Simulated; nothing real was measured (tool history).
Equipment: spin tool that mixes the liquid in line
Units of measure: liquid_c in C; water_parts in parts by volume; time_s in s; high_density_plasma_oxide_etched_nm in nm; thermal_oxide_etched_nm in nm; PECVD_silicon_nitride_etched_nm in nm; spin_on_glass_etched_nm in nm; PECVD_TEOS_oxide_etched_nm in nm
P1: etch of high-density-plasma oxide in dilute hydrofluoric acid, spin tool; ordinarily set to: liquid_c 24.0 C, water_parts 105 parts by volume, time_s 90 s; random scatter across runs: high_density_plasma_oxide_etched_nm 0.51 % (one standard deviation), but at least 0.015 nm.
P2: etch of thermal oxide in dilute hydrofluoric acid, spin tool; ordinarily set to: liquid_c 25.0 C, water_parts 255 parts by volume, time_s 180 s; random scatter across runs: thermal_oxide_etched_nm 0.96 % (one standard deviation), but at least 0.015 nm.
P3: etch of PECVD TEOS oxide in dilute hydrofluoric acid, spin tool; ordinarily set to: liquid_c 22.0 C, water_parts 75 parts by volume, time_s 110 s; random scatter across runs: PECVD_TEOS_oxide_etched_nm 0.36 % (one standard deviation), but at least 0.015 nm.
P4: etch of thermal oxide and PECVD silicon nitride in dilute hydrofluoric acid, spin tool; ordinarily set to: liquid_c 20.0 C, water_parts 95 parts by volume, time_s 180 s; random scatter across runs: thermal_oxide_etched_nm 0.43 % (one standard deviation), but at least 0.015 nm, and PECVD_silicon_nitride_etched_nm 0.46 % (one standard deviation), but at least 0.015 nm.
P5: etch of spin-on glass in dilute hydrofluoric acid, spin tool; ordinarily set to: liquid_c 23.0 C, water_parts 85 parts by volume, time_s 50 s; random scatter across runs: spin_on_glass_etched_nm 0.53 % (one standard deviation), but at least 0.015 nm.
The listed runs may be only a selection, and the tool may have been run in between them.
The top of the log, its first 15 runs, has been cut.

run,day,process,liquid_c,water_parts,time_s,high_density_plasma_oxide_etched_nm,thermal_oxide_etched_nm,PECVD_silicon_nitride_etched_nm,spin_on_glass_etched_nm,PECVD_TEOS_oxide_etched_nm
# day 4.879: hydrofluoric acid flow meter replaced
16,5.008,P4,20.0,95,315,,12.6280,10.1290,,
17,5.242,P5,23.0,85,15,,,,7.4428,
18,5.496,P1,24.0,105,90,5.57290,,,,
19,5.746,P2,25.0,70,180,,12.9230,,,
20,6.112,P1,24.0,105,90,5.60270,,,,
21,6.325,P3,22.0,25,110,,,,,80.284
22,6.692,P3,27.5,75,110,,,,,31.278
23,7.021,P5,23.0,85,50,,,,24.8250,

Run 24 has not been measured yet. What should we expect?
24,7.396,P1,24.0,105,90,?,,,,

Run 24 produced high_density_plasma_oxide_etched_nm 5.55810 nm.
